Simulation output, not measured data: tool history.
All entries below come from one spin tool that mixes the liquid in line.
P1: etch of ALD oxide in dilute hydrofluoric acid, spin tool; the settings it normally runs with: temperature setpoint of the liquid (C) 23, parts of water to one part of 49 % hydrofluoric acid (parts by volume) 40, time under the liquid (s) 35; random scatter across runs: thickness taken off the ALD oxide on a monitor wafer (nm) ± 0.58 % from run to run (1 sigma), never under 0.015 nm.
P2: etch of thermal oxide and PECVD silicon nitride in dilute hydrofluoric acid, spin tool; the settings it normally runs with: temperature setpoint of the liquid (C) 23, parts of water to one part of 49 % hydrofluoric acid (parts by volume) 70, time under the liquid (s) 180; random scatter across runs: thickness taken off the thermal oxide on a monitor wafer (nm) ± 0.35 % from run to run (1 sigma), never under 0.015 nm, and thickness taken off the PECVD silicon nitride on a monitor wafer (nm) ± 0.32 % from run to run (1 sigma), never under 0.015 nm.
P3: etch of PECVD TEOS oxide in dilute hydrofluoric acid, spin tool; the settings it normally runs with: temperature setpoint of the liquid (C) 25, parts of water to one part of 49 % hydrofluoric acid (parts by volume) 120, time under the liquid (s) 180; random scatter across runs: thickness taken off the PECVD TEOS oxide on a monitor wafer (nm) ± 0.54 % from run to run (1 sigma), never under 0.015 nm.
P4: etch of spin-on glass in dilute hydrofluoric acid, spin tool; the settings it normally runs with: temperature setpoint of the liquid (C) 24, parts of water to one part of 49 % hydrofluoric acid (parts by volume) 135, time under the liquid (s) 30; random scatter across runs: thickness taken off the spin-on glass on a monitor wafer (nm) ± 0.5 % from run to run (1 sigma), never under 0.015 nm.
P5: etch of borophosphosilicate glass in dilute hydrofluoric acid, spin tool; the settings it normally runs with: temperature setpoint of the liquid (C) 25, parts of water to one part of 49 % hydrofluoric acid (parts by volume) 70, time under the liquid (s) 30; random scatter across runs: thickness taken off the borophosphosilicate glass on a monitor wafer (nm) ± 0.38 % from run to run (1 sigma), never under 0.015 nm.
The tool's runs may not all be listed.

run   hour  process that ran  temperature setpoint of the liquid (C)  parts of water to one part of 49 % hydrofluoric acid (parts by volume)  time under the liquid (s)  thickness taken off the ALD oxide on a monitor wafer (nm)  thickness taken off the PECVD TEOS oxide on a monitor wafer (nm)  thickness taken off the spin-on glass on a monitor wafer (nm)  thickness taken off the borophosphosilicate glass on a monitor wafer (nm)  thickness taken off the thermal oxide on a monitor wafer (nm)  thickness taken off the PECVD silicon nitride on a monitor wafer (nm)
  1    9.4                P1                                      23                                                                      40                         35                                                     16.088
  2   19.9                P1                                      23                                                                      40                         35                                                      16.09
  3     28                P3                                      18                                                                     120                        180                                                                                                                       9.9819
  4   41.1                P4                                      24                                                                     135                         30                                                                                                                                                                                      8.0592
  5   53.7                P1                                      23                                                                      20                         35                                                      32.85
  6   65.5                P4                                      24                                                                     235                         30                                                                                                                                                                                       4.154
  7   74.1                P3                                      25                                                                     120                        315                                                                                                                       23.397
  8   82.4                P5                                      20                                                                      70                         30                                                                                                                                                                                                                                                                 26.437
  9   88.3                P2                                      23                                                                      70                        180                                                                                                                                                                                                                                                                                                                                12.008                                                                 7.6712
 10   99.9                P2                                      17                                                                      70                        180                                                                                                                                                                                                                                                                                                                                 9.319                                                                 5.0621
 11  112.4                P2                                      23                                                                      20                        180                                                                                                                                                                                                                                                                                                                                44.497                                                                 25.728
 12  121.9                P1                                      23                                                                      40                         35                                                     15.961
 13  131.8                P1                                    18.5                                                                      20                         35                                                     27.479
 14  138.5                P5                                      25                                                                      20                         30                                                                                                                                                                                                                                                                 122.42
 15  149.2                P4                                      24                                                                     135                         15                                                                                                                                                                                      4.0227
 16  161.8                P2                                      23                                                                      70                        345                                                                                                                                                                                                                                                                                                                                23.026                                                                 14.738
 17    175                P5                                      25                                                                      70                         45                                                                                                                                                                                                                                                                 48.815
 18  184.6                P3                                      25                                                                     120                        180                                                                                                                       13.345
 19  190.5                P1                                      23                                                                      40                         50                                                     23.012
 20  201.2                P1                                      30                                                                      60                         35                                                     13.844
 21  207.4                P1                                      23                                                                      40                         35                                                     16.101
 22  214.2                P1                                      23                                                                      40                         20                                                     9.1245
 23  221.7                P1                                      23                                                                      40                         35                                                     16.086
 24  231.6                P1                                      17                                                                      40                         35                                                     12.505
 25  244.7                P3                                      25                                                                     120                        180                                                                                                                       13.333
 26  256.5                P5                                      25                                                                      70                         30                                                                                                                                                                                                                                                                 32.636
 27    264                P1                                      23                                                                      40                         35                                                     15.904
 28  271.8                P1                                      23                                                                      40                         35                                                     16.022
 29  280.8                P2                                      23                                                                      70                        180                                                                                                                                                                                                                                                                                                                                 12.01                                                                  7.653
 30  286.7                P1                                      23                                                                      60                         35                                                     10.467
 31  293.1                P1                                      28                                                                      40                         35                                                       19.6
 32  302.7                P3                                      25                                                                     220                        180                                                                                                                        6.414
 33  311.3                P5                                      25                                                                      70                         30                                                                                                                                                                                                                                                                 32.606
 34  318.2                P1                                      18                                                                      65                         35                                                     7.7522
 35  328.6                P4                                      17                                                                     135                         30                                                                                                                                                                                       6.044
 36  337.3                P1                                      23                                                                      40                         35                                                     16.136
 37  344.8                P1                                      23                                                                      40                         35                                                     15.555
 38  354.2                P1                                      23                                                                      40                         35                                                     15.371
 39  362.9                P1                                      23                                                                      40                         35                                                     15.268
 40  371.3                P1                                      23                                                                      40                         35                                                     15.274
 41  379.1                P1                                      23                                                                      40                         35                                                     15.116
 42  390.1                P1                                      23                                                                      40                         35                                                     15.289

Compared with where it was, what P1 gives has crept away. Each cause listed below fits the log as well as the rest, at the size given for it:
A: hydrofluoric acid flow below the setpoint (%) = 5.43
B: liquid colder than its thermometer reads (K) = 1.4
The process output started creeping at around hour 337.3.

Listed below are the offered check runs, one wafer per run, with question marks in place of results. For which of them would the causes give clearly different outcomes?
check 1  401.1                P4                                      17                                                                     135                         30                                                                                                                                                                                           ?
check 2  401.1                P5                                      22                                                                      70                         30                                                                                                                                                                                                                                                                      ?
check 3  401.1                P2                                      17                                                                      45                        180                                                                                                                                                                                                                                                                                                                                     ?                                                                      ?
check 4  401.1                P3                                      20                                                                     215                        180                                                                                                                            ?

Predicted outcomes, by check and by cause:
  check                                                                     result    if A    if B
check 1              thickness taken off the spin-on glass on a monitor wafer (nm)  5.6963  5.7259
check 2  thickness taken off the borophosphosilicate glass on a monitor wafer (nm)  27.149  27.223
check 3              thickness taken off the thermal oxide on a monitor wafer (nm)  14.053  14.014
check 3      thickness taken off the PECVD silicon nitride on a monitor wafer (nm)  7.3605  7.0278
check 4           thickness taken off the PECVD TEOS oxide on a monitor wafer (nm)  5.1595  5.2304
How far apart the two closest causes lie, in the result that separates them most: check 1 0.52 %; check 2 0.27 %; check 3 4.63 %; check 4 1.36 %
The causes can be told apart only by check 3. The other checks would give nearly the same results under each of them.

With check 3 done, the readings were: thickness taken off the thermal oxide on a monitor wafer (nm) 14.021; thickness taken off the PECVD silicon nitride on a monitor wafer (nm) 7.3371. Identify which of the listed causes applies.

The cause is A: hydrofluoric acid flow below the setpoint (%).
